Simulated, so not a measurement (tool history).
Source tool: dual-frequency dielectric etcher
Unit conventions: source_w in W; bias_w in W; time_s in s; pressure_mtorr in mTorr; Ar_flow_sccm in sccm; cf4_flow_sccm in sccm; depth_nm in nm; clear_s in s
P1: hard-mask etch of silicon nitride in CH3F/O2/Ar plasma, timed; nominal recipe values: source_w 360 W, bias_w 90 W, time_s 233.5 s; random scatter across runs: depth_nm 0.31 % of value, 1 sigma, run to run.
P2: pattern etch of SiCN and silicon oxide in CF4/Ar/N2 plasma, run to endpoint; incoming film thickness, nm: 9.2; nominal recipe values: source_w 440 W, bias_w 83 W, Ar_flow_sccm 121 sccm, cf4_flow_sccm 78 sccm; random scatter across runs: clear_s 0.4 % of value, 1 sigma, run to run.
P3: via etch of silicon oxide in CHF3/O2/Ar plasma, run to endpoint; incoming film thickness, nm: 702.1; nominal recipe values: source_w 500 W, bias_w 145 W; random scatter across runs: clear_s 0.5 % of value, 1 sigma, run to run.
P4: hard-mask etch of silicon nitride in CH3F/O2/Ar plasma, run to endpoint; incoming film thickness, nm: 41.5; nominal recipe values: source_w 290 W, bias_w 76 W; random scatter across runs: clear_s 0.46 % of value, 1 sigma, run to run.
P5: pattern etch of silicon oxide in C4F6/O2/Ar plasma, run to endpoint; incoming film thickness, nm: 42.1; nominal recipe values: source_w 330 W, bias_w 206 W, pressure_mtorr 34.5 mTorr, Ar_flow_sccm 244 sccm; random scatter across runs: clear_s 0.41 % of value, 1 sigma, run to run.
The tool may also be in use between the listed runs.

run,hour,process,source_w,bias_w,time_s,pressure_mtorr,Ar_flow_sccm,cf4_flow_sccm,hours since the last wet clean,hours since the last source power generator calibration,hours since the last bias power generator calibration,depth_nm,clear_s
1,8.9,P1,360,90,233.5,,,,77.6,458.3,2049.4,169.46,
2,18.0,P5,330,206,,34.5,157,,86.7,467.4,2058.5,,13.0160
3,27.5,P3,500,145,,,,,96.2,476.9,2068.0,,404.5800
4,36.8,P2,440,83,,,121,102,105.5,486.2,2077.3,,10.0010
5,43.4,P5,330,206,,34.5,244,,112.1,492.8,2083.9,,13.7500
6,53.7,P5,330,206,,34.5,244,,122.4,503.1,2094.2,,13.6300
7,68.3,P2,440,83,,,121,78,137.0,517.7,2108.8,,10.4520
8,83.4,P2,440,83,,,121,78,152.1,532.8,2123.9,,10.4030
9,90.1,P1,360,117,311.5,,,,158.8,539.5,2130.6,248.24,
10,97.1,P2,440,83,,,169,78,165.8,546.5,2137.6,,11.0300
11,107.5,P1,360,90,233.5,,,,176.2,556.9,2148.0,169.20,
12,120.5,P1,360,90,182.5,,,,189.2,569.9,2161.0,132.19,
13,127.7,P2,440,52,,,121,78,196.4,577.1,2168.2,,12.1830
14,136.9,P3,500,145,,,,,205.6,586.3,2177.4,,406.6600
15,151.0,P1,470,90,233.5,,,,219.7,600.4,2191.5,187.29,
16,163.8,P3,500,187,,,,,232.5,613.2,2204.3,,370.8400
17,176.7,P1,280,90,128.5,,,,245.4,626.1,2217.2,84.53,
18,185.3,P1,360,90,233.5,,,,254.0,634.7,2225.8,168.78,
19,200.2,P4,290,76,,,,,268.9,649.6,2240.7,,66.2020
20,212.8,P5,330,206,,27.0,244,,281.5,662.2,2253.3,,13.2690
21,224.2,P5,220,206,,34.5,244,,292.9,673.6,2264.7,,15.9890
22,232.6,P2,560,83,,,121,78,301.3,682.0,2273.1,,8.4403
23,244.1,P1,360,124,233.5,,,,312.8,693.5,2284.6,190.89,
24,259.0,P1,360,90,345.5,,,,327.7,708.4,2299.5,251.16,
25,272.6,P4,290,76,,,,,341.3,722.0,2313.1,,67.1400
26,285.6,P5,330,155,,34.5,244,,354.3,735.0,2326.1,,15.0520
27,293.3,P4,290,50,,,,,362.0,742.7,2333.8,,76.8660
28,305.0,P1,260,90,233.5,,,,373.7,754.4,2345.5,150.28,
29,317.3,P1,360,70,233.5,,,,386.0,766.7,2357.8,154.46,
30,331.4,P3,390,145,,,,,400.1,780.8,2371.9,,445.1400
31,342.8,P4,380,76,,,,,411.5,792.2,2383.3,,60.5960
32,354.1,P1,420,122,233.5,,,,422.8,803.5,2394.6,201.14,
33,364.1,P1,360,90,233.5,,,,432.8,813.5,2404.6,169.90,
34,375.4,P1,360,90,233.5,,,,444.1,824.8,2415.9,169.38,
35,388.2,P1,360,90,233.5,,,,456.9,837.6,2428.7,169.97,
36,397.8,P1,360,90,233.5,,,,466.5,847.2,2438.3,171.95,
37,405.8,P1,360,90,233.5,,,,474.5,855.2,2446.3,171.12,
38,420.8,P1,360,90,233.5,,,,489.5,870.2,2461.3,171.59,
39,435.0,P1,360,90,233.5,,,,503.7,884.4,2475.5,171.35,
# hour 443.0: wet clean of the chamber
40,448.1,P1,360,90,233.5,,,,5.2,897.5,2488.6,171.92,
41,460.0,P1,360,90,233.5,,,,17.1,909.4,2500.5,171.46,
42,470.2,P1,360,90,233.5,,,,27.3,919.6,2510.7,171.72,
43,477.7,P1,360,90,233.5,,,,34.8,927.1,2518.2,171.58,
44,490.4,P1,360,90,233.5,,,,47.5,939.8,2530.9,171.69,
45,501.8,P1,360,90,233.5,,,,58.9,951.2,2542.3,170.96,

Compared with where it was, what P1 gives has crept away. Each cause listed below fits the log as well as the rest, at the size given for it:
A: bias power that arrives over what is set, % = 4.56
B: source power that arrives over what is set, % = 4.44
Creep in the process output first set in at about hour 375.4.
Each remaining cause and why it is not a fit:
chamber walls in a state that raises the etch rate, %: maintenance at hour 443.0, after the shift began, did not return the process to its former output

The list below offers 4 check runs, each averaging the results of 2 wafers, and shows each result as a question mark. For which of them would the listed causes give clearly different results?
check 1,513.2,P3,410,177,,,,,,,,,?
check 2,513.2,P4,380,59,,,,,,,,,?
check 3,513.2,P2,560,83,,,121,78,,,,,?
check 4,513.2,P5,230,206,,34.5,244,,,,,,?

How each check would come out, cause by cause:
check,result,if A,if B
check 1,clear_s,402.8100,402.3700
check 2,clear_s,65.0080,64.8790
check 3,clear_s,8.3236,8.1369
check 4,clear_s,15.5120,15.4890
Smallest distance between any two causes, each pair judged by its most separating result, in per cent: check 1 0.11 %; check 2 0.2 %; check 3 2.27 %; check 4 0.15 %
Only in check 3 would the causes give clearly different results; in the remaining checks their results would be nearly the same.

Check 3 was carried out, with these results: clear_s 8.1351 s. Which of the listed causes is responsible?

The correct cause is B, namely: source power that arrives over what is set, %.

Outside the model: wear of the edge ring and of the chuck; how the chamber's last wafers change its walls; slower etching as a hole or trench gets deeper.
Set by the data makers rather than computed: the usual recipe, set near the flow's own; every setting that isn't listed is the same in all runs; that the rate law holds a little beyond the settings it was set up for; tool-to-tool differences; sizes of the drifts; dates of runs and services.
